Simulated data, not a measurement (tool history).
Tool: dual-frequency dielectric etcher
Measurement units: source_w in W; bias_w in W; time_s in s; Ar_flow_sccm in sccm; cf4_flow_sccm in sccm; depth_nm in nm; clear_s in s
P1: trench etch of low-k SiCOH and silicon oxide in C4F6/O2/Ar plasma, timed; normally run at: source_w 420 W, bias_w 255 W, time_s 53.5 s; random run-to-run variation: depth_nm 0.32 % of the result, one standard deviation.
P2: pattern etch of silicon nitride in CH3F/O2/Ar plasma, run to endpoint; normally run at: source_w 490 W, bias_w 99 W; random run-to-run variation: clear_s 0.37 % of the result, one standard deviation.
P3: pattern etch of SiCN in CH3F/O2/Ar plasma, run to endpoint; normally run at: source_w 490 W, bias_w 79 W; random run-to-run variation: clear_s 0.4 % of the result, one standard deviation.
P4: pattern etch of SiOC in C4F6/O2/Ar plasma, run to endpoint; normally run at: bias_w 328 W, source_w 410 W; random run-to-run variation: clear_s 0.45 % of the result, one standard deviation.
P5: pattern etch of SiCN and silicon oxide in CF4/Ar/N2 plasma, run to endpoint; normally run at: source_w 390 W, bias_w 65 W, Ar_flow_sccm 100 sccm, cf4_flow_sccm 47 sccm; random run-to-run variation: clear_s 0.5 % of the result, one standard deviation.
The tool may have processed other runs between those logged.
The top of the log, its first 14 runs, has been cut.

run,hour,process,source_w,bias_w,time_s,Ar_flow_sccm,cf4_flow_sccm,depth_nm,clear_s
15,167.2,P1,260,255,53.5,,,168.83,
# hour 170.0: wet clean of the chamber
16,181.3,P5,390,42,,100,47,,15.543
17,192.1,P4,260,328,,,,,17.347
18,206.4,P1,420,255,53.5,,,201.88,
19,215.7,P1,550,184,53.5,,,203.24,
20,226.1,P1,420,334,53.5,,,223.39,
21,239.4,P1,420,168,65.0,,,216.19,
22,251.6,P3,490,79,,,,,25.964
23,262.0,P2,490,66,,,,,80.460
24,275.2,P5,390,65,,100,61,,12.752
25,288.3,P3,490,79,,,,,26.050
26,301.6,P1,420,255,29.5,,,111.20,
27,314.0,P5,390,65,,100,47,,13.261
28,324.4,P5,390,65,,100,47,,13.325
29,339.4,P1,550,255,53.5,,,224.35,
30,346.8,P1,420,191,53.5,,,183.65,
31,362.4,P2,490,99,,,,,70.466
32,372.9,P1,420,255,53.5,,,202.47,
33,383.0,P1,420,255,53.5,,,201.23,

What does the tool deliver on the next run?
34,398.8,P1,420,255,53.5,,,?,

{"run 34": {"depth_nm": 199.92}}
